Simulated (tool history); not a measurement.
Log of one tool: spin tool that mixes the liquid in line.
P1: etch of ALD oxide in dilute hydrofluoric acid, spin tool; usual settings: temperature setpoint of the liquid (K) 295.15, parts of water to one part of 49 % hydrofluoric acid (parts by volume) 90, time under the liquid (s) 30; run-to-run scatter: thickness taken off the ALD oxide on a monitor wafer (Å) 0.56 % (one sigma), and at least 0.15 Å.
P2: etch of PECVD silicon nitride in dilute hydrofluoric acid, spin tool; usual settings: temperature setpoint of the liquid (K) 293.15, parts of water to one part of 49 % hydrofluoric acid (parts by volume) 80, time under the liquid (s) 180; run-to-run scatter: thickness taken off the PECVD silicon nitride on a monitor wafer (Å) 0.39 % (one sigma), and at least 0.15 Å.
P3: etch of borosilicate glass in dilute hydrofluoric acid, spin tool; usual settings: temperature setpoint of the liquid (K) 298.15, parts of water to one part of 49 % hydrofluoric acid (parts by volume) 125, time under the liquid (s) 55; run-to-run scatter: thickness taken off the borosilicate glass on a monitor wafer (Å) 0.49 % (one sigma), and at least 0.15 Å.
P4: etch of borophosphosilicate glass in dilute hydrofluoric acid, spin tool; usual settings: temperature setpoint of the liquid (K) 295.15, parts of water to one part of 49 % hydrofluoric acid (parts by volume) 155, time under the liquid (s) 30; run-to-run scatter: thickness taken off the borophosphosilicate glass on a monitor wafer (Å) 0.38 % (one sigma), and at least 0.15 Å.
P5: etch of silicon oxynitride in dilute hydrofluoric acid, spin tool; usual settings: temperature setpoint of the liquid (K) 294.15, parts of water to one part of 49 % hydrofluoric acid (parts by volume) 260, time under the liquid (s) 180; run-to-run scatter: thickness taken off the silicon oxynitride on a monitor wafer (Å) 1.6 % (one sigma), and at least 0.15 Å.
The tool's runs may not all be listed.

| run | hour | process that ran | temperature setpoint of the liquid (K) | parts of water to one part of 49 % hydrofluoric acid (parts by volume) | time under the liquid (s) | hours since the thermometer was replaced | hours since the hydrofluoric acid flow meter was replaced | thickness taken off the ALD oxide on a monitor wafer (Å) | thickness taken off the silicon oxynitride on a monitor wafer (Å) | thickness taken off the borophosphosilicate glass on a monitor wafer (Å) | thickness taken off the borosilicate glass on a monitor wafer (Å) | thickness taken off the PECVD silicon nitride on a monitor wafer (Å) |
|---|---|---|---|---|---|---|---|---|---|---|---|---|
| 1 | 9.6 | P1 | 295.15 | 90 | 30 | 296.9 | 478.8 | 46.957 |  |  |  |  |
| 2 | 18.1 | P5 | 300.65 | 260 | 180 | 305.4 | 487.3 |  | 17.8710 |  |  |  |
| 3 | 31.4 | P4 | 295.15 | 155 | 30 | 318.7 | 500.6 |  |  | 78.407 |  |  |
| 4 | 45.2 | P5 | 294.15 | 260 | 180 | 332.5 | 514.4 |  | 13.3550 |  |  |  |
| 5 | 58.2 | P4 | 303.15 | 155 | 30 | 345.5 | 527.4 |  |  | 106.320 |  |  |
| 6 | 67.9 | P3 | 298.15 | 125 | 55 | 355.2 | 537.1 |  |  |  | 115.17 |  |
| 7 | 79.1 | P2 | 293.15 | 140 | 180 | 366.4 | 548.3 |  |  |  |  | 52.842 |
| 8 | 87.3 | P4 | 295.15 | 155 | 65 | 374.6 | 556.5 |  |  | 169.940 |  |  |
| 9 | 95.6 | P5 | 294.15 | 260 | 50 | 382.9 | 564.8 |  | 3.6373 |  |  |  |
| 10 | 109.0 | P1 | 295.15 | 90 | 30 | 396.3 | 578.2 | 46.857 |  |  |  |  |
| 11 | 123.7 | P4 | 295.15 | 155 | 30 | 411.0 | 592.9 |  |  | 78.884 |  |  |
| 12 | 133.4 | P1 | 295.15 | 90 | 30 | 420.7 | 602.6 | 46.582 |  |  |  |  |
| 13 | 146.0 | P2 | 293.15 | 80 | 85 | 433.3 | 615.2 |  |  |  |  | 43.930 |
| 14 | 153.5 | P1 | 295.15 | 90 | 30 | 440.8 | 622.7 | 47.119 |  |  |  |  |
| 15 | 162.6 | P1 | 295.15 | 20 | 30 | 449.9 | 631.8 | 230.590 |  |  |  |  |
| 16 | 170.3 | P3 | 304.65 | 125 | 55 | 457.6 | 639.5 |  |  |  | 145.01 |  |
|  | 177.0 | hydrofluoric acid flow meter replaced |
| 17 | 181.9 | P1 | 295.15 | 90 | 30 | 469.2 | 5.0 | 46.826 |  |  |  |  |
| 18 | 196.4 | P2 | 290.15 | 80 | 180 | 483.7 | 19.5 |  |  |  |  | 74.608 |
| 19 | 205.1 | P1 | 290.15 | 90 | 30 | 492.4 | 28.2 | 38.296 |  |  |  |  |
| 20 | 213.3 | P4 | 295.15 | 220 | 30 | 500.6 | 36.4 |  |  | 51.617 |  |  |
| 21 | 227.9 | P1 | 290.65 | 90 | 15 | 515.2 | 51.0 | 19.464 |  |  |  |  |
| 22 | 237.1 | P3 | 298.15 | 125 | 90 | 524.4 | 60.2 |  |  |  | 187.91 |  |
| 23 | 245.6 | P1 | 295.15 | 90 | 60 | 532.9 | 68.7 | 95.076 |  |  |  |  |
|  | 252.1 | thermometer replaced |
| 24 | 258.7 | P1 | 295.15 | 90 | 30 | 6.7 | 81.8 | 46.264 |  |  |  |  |
| 25 | 269.1 | P5 | 294.15 | 260 | 180 | 17.1 | 92.2 |  | 13.4600 |  |  |  |
| 26 | 277.0 | P1 | 295.15 | 90 | 15 | 25.0 | 100.1 | 23.357 |  |  |  |  |
| 27 | 291.0 | P1 | 295.15 | 90 | 30 | 39.0 | 114.1 | 47.127 |  |  |  |  |
| 28 | 299.9 | P2 | 293.15 | 80 | 180 | 47.9 | 123.0 |  |  |  |  | 93.072 |
| 29 | 308.2 | P3 | 298.15 | 55 | 55 | 56.2 | 131.3 |  |  |  | 285.08 |  |
| 30 | 320.0 | P1 | 295.15 | 130 | 30 | 68.0 | 143.1 | 30.964 |  |  |  |  |
| 31 | 327.0 | P1 | 302.15 | 90 | 30 | 75.0 | 150.1 | 62.032 |  |  |  |  |
| 32 | 333.8 | P5 | 294.15 | 440 | 180 | 81.8 | 156.9 |  | 6.9740 |  |  |  |
| 33 | 345.0 | P3 | 298.15 | 125 | 55 | 93.0 | 168.1 |  |  |  | 114.14 |  |

The next listed run, before its measurement:
| 34 | 356.3 | P1 | 295.15 | 90 | 30 | 104.3 | 179.4 | ? |  |  |  |  |

Run 34 gave thickness taken off the ALD oxide on a monitor wafer (Å) 47.301.

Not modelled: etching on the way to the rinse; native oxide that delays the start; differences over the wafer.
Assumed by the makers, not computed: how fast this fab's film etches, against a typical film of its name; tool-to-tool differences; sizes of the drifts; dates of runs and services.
